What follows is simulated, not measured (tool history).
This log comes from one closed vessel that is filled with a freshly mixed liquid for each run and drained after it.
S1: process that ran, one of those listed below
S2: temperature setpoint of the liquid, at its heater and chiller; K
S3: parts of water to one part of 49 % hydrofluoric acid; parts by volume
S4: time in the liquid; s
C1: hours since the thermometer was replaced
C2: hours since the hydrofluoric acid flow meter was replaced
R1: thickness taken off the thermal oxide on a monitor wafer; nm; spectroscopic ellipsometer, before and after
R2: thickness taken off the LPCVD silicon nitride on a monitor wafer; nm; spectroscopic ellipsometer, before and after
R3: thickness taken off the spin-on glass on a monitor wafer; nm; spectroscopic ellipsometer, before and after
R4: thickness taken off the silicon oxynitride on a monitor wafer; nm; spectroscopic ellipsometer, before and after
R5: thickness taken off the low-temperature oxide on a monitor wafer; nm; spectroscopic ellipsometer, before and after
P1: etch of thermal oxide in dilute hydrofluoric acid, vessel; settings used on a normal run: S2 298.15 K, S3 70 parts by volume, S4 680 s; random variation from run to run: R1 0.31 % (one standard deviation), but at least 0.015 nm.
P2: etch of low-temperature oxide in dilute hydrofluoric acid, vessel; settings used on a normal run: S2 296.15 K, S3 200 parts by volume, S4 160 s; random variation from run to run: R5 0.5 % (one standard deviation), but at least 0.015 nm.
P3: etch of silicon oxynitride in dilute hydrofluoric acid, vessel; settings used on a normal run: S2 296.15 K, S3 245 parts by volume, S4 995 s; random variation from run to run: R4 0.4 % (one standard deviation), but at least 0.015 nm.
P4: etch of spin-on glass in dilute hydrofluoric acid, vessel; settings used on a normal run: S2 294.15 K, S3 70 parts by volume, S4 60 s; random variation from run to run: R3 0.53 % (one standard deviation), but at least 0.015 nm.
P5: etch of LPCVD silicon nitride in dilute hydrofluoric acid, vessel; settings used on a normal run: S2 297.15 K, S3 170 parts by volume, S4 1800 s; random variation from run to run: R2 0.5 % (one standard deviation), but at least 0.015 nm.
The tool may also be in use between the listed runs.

| run | hour | S1 | S2 | S3 | S4 | C1 | C2 | R1 | R2 | R3 | R4 | R5 |
|---|---|---|---|---|---|---|---|---|---|---|---|---|
| 1 | 11.0 | P1 | 298.15 | 70 | 680 | 449.6 | 344.1 | 50.055 |  |  |  |  |
| 2 | 21.1 | P5 | 292.15 | 170 | 1800 | 459.7 | 354.2 |  | 3.9241 |  |  |  |
| 3 | 29.4 | P4 | 294.15 | 70 | 85 | 468.0 | 362.5 |  |  | 73.548 |  |  |
| 4 | 41.0 | P3 | 296.15 | 425 | 995 | 479.6 | 374.1 |  |  |  | 8.5093 |  |
| 5 | 46.7 | P3 | 296.15 | 245 | 995 | 485.3 | 379.8 |  |  |  | 16.5920 |  |
| 6 | 57.1 | P5 | 297.15 | 170 | 1800 | 495.7 | 390.2 |  | 5.4105 |  |  |  |
| 7 | 63.4 | P1 | 298.15 | 70 | 215 | 502.0 | 396.5 | 15.869 |  |  |  |  |
| 8 | 73.0 | P1 | 298.15 | 70 | 680 | 511.6 | 406.1 | 50.347 |  |  |  |  |
| 9 | 82.7 | P2 | 296.15 | 200 | 160 | 521.3 | 415.8 |  |  |  |  | 14.0470 |
| 10 | 88.3 | P1 | 298.15 | 105 | 680 | 526.9 | 421.4 | 31.995 |  |  |  |  |
| 11 | 98.7 | P3 | 300.15 | 245 | 995 | 537.3 | 431.8 |  |  |  | 19.5630 |  |
| 12 | 105.0 | P1 | 298.15 | 70 | 680 | 543.6 | 438.1 | 50.130 |  |  |  |  |
| 13 | 115.0 | P3 | 296.15 | 245 | 995 | 553.6 | 448.1 |  |  |  | 16.5420 |  |
| 14 | 126.0 | P4 | 294.15 | 70 | 60 | 564.6 | 459.1 |  |  | 51.474 |  |  |
| 15 | 132.7 | P1 | 290.15 | 70 | 680 | 571.3 | 465.8 | 36.175 |  |  |  |  |
| 16 | 144.5 | P2 | 296.15 | 200 | 260 | 583.1 | 477.6 |  |  |  |  | 22.7610 |
| 17 | 153.5 | P5 | 297.15 | 310 | 1800 | 592.1 | 486.6 |  | 2.9996 |  |  |  |
| 18 | 165.2 | P2 | 290.15 | 200 | 160 | 603.8 | 498.3 |  |  |  |  | 11.2340 |
| 19 | 175.0 | P1 | 298.15 | 70 | 1340 | 613.6 | 508.1 | 99.338 |  |  |  |  |
| 20 | 183.6 | P1 | 298.15 | 70 | 680 | 622.2 | 516.7 | 50.161 |  |  |  |  |
| 21 | 191.9 | P1 | 303.65 | 105 | 680 | 630.5 | 525.0 | 39.432 |  |  |  |  |
| 22 | 201.5 | P3 | 296.15 | 245 | 480 | 640.1 | 534.6 |  |  |  | 7.9512 |  |
| 23 | 207.2 | P1 | 298.15 | 70 | 680 | 645.8 | 540.3 | 50.193 |  |  |  |  |
| 24 | 214.3 | P4 | 300.65 | 70 | 60 | 652.9 | 547.4 |  |  | 67.714 |  |  |
| 25 | 225.3 | P1 | 305.15 | 70 | 680 | 663.9 | 558.4 | 65.881 |  |  |  |  |
| 26 | 231.2 | P5 | 297.15 | 170 | 770 | 669.8 | 564.3 |  | 2.3298 |  |  |  |
| 27 | 238.6 | P2 | 296.15 | 355 | 160 | 677.2 | 571.7 |  |  |  |  | 6.7995 |
| 28 | 246.2 | P4 | 294.15 | 25 | 60 | 684.8 | 579.3 |  |  | 151.860 |  |  |
| 29 | 253.7 | P1 | 298.15 | 25 | 680 | 692.3 | 586.8 | 149.970 |  |  |  |  |
| 30 | 263.4 | P1 | 298.15 | 70 | 680 | 702.0 | 596.5 | 50.134 |  |  |  |  |
| 31 | 269.5 | P1 | 298.15 | 70 | 680 | 708.1 | 602.6 | 49.470 |  |  |  |  |
| 32 | 279.4 | P1 | 298.15 | 70 | 680 | 718.0 | 612.5 | 48.879 |  |  |  |  |
| 33 | 286.6 | P1 | 298.15 | 70 | 680 | 725.2 | 619.7 | 48.340 |  |  |  |  |
| 34 | 295.3 | P1 | 298.15 | 70 | 680 | 733.9 | 628.4 | 47.897 |  |  |  |  |
| 35 | 302.5 | P1 | 298.15 | 70 | 680 | 741.1 | 635.6 | 47.661 |  |  |  |  |
| 36 | 314.4 | P1 | 298.15 | 70 | 680 | 753.0 | 647.5 | 47.003 |  |  |  |  |
| 37 | 320.8 | P1 | 298.15 | 70 | 680 | 759.4 | 653.9 | 47.302 |  |  |  |  |
| 38 | 327.2 | P1 | 298.15 | 70 | 680 | 765.8 | 660.3 | 47.303 |  |  |  |  |
| 39 | 338.6 | P1 | 298.15 | 70 | 680 | 777.2 | 671.7 | 47.143 |  |  |  |  |
| 40 | 349.6 | P1 | 298.15 | 70 | 680 | 788.2 | 682.7 | 47.143 |  |  |  |  |
| 41 | 362.0 | P1 | 298.15 | 70 | 680 | 800.6 | 695.1 | 46.886 |  |  |  |  |

P1 no longer gives what it gave before; its output has crept away from where it was. The following 2 causes, each at its listed size, fit the log equally well:
A: liquid colder than its thermometer reads (K) = 1.61
B: hydrofluoric acid flow below the setpoint (%) = 5.77
The gradual shift began around hour 263.4.

Question marks stand in for the results of the 4 check runs listed below, each run on one wafer. Under which run would the listed causes show clearly different results?
| check 1 | 374.4 | P3 | 296.15 | 245 | 995 |  |  |  |  |  | ? |  |
| check 2 | 374.4 | P2 | 296.15 | 200 | 160 |  |  |  |  |  |  | ? |
| check 3 | 374.4 | P4 | 294.15 | 70 | 60 |  |  |  |  | ? |  |  |
| check 4 | 374.4 | P5 | 297.15 | 170 | 1800 |  |  |  | ? |  |  |  |

Predicted outcomes, by check and by cause:
| check | result | if A | if B |
|---|---|---|---|
| check 1 | R4 | 15.3850 | 15.4120 |
| check 2 | R5 | 13.1930 | 13.0420 |
| check 3 | R3 | 48.213 | 48.345 |
| check 4 | R2 | 4.9024 | 5.1278 |
How far apart the two closest causes lie, in the result that separates them most: check 1 0.17 %; check 2 1.15 %; check 3 0.27 %; check 4 4.49 %
Check 4 tells the causes apart: in the others they would give nearly the same result.

Running check 4 produced the following: R2 5.1149 nm. Which one of the listed causes fits?

The cause is B: hydrofluoric acid flow below the setpoint (%).
